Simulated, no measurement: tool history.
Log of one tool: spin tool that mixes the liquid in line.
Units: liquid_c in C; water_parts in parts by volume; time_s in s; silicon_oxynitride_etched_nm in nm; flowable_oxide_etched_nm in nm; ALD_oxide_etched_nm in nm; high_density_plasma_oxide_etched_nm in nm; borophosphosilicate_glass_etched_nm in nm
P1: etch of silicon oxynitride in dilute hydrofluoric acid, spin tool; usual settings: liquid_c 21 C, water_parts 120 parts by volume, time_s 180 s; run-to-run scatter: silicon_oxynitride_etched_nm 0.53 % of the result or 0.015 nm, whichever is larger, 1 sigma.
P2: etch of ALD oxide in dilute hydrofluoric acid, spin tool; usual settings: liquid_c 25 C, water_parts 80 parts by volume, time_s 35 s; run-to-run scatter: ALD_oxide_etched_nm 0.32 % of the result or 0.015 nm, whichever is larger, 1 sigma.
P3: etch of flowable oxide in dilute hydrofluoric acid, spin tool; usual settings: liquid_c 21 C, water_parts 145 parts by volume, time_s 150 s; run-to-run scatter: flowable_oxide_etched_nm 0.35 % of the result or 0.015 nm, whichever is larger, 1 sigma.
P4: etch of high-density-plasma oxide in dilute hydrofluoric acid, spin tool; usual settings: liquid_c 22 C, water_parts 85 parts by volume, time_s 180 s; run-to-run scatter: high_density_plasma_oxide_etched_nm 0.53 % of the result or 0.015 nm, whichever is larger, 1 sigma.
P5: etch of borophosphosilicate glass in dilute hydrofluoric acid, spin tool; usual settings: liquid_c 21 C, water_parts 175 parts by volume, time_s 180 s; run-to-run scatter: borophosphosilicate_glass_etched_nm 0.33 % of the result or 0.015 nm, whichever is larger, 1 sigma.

| run | day | process | liquid_c | water_parts | time_s | hours since the thermometer was replaced | hours since the hydrofluoric acid flow meter was replaced | silicon_oxynitride_etched_nm | flowable_oxide_etched_nm | ALD_oxide_etched_nm | high_density_plasma_oxide_etched_nm | borophosphosilicate_glass_etched_nm |
|---|---|---|---|---|---|---|---|---|---|---|---|---|
| 1 | 0.3 | P1 | 21 | 120 | 180 | 1356.3 | 615.8 | 5.1176 |  |  |  |  |
| 2 | 0.729 | P3 | 21 | 145 | 150 | 1366.6 | 626.1 |  | 23.709 |  |  |  |
| 3 | 1.225 | P1 | 21 | 120 | 70 | 1378.5 | 638 | 2.0023 |  |  |  |  |
| 4 | 1.667 | P2 | 25 | 80 | 15 | 1389.1 | 648.6 |  |  | 6.4254 |  |  |
| 5 | 2.179 | P1 | 17 | 120 | 180 | 1401.4 | 660.9 | 4.1554 |  |  |  |  |
| 6 | 2.583 | P2 | 25 | 20 | 35 | 1411.1 | 670.6 |  |  | 64.916 |  |  |
| 7 | 2.888 | P1 | 27 | 120 | 180 | 1418.4 | 677.9 | 6.7241 |  |  |  |  |
| 8 | 3.421 | P1 | 21 | 120 | 180 | 1431.2 | 690.7 | 5.0758 |  |  |  |  |
| 9 | 3.938 | P3 | 28 | 145 | 150 | 1443.6 | 703.1 |  | 31.27 |  |  |  |
| 10 | 4.462 | P4 | 22 | 85 | 30 | 1456.2 | 715.7 |  |  |  | 1.6819 |  |
| 11 | 4.767 | P4 | 22 | 25 | 180 | 1463.5 | 723 |  |  |  | 36.999 |  |
| 12 | 5.208 | P1 | 21 | 180 | 180 | 1474.1 | 733.6 | 3.204 |  |  |  |  |
| 13 | 5.717 | P4 | 22 | 85 | 180 | 1486.3 | 745.8 |  |  |  | 10.096 |  |
| 14 | 6.217 | P2 | 31 | 80 | 35 | 1498.3 | 757.8 |  |  | 18.969 |  |  |
| 15 | 6.758 | P3 | 21 | 145 | 260 | 1511.3 | 770.8 |  | 41.394 |  |  |  |
| 16 | 7.221 | P1 | 21 | 120 | 180 | 1522.4 | 781.9 | 5.1171 |  |  |  |  |
| 17 | 7.546 | P1 | 21 | 120 | 180 | 1530.2 | 789.7 | 5.0164 |  |  |  |  |
| 18 | 7.992 | P3 | 21 | 30 | 150 | 1540.9 | 800.4 |  | 132.27 |  |  |  |
| 19 | 8.338 | P4 | 25.5 | 85 | 180 | 1549.2 | 808.7 |  |  |  | 11.623 |  |
| 20 | 8.612 | P1 | 21 | 180 | 80 | 1555.8 | 815.3 | 1.4451 |  |  |  |  |
| 21 | 9.062 | P5 | 21 | 175 | 180 | 1566.6 | 826.1 |  |  |  |  | 41.71 |
| 22 | 9.642 | P2 | 25 | 80 | 35 | 1580.5 | 840 |  |  | 14.969 |  |  |
| 23 | 10.279 | P1 | 21 | 120 | 330 | 1595.8 | 855.3 | 9.3849 |  |  |  |  |
| 24 | 10.592 | P1 | 21 | 50 | 180 | 1603.3 | 862.8 | 12.798 |  |  |  |  |
| 25 | 11.004 | P1 | 21 | 120 | 180 | 1613.2 | 872.7 | 5.0932 |  |  |  |  |
| 26 | 11.379 | P5 | 21 | 315 | 180 | 1622.2 | 881.7 |  |  |  |  | 20.349 |
| 27 | 11.792 | P1 | 21 | 120 | 180 | 1632.1 | 891.6 | 5.0265 |  |  |  |  |

Forecast run 28:
| 28 | 12.125 | P5 | 17 | 175 | 180 | 1640.1 | 899.6 |  |  |  |  | ? |

borophosphosilicate_glass_etched_nm: 35.644 nm
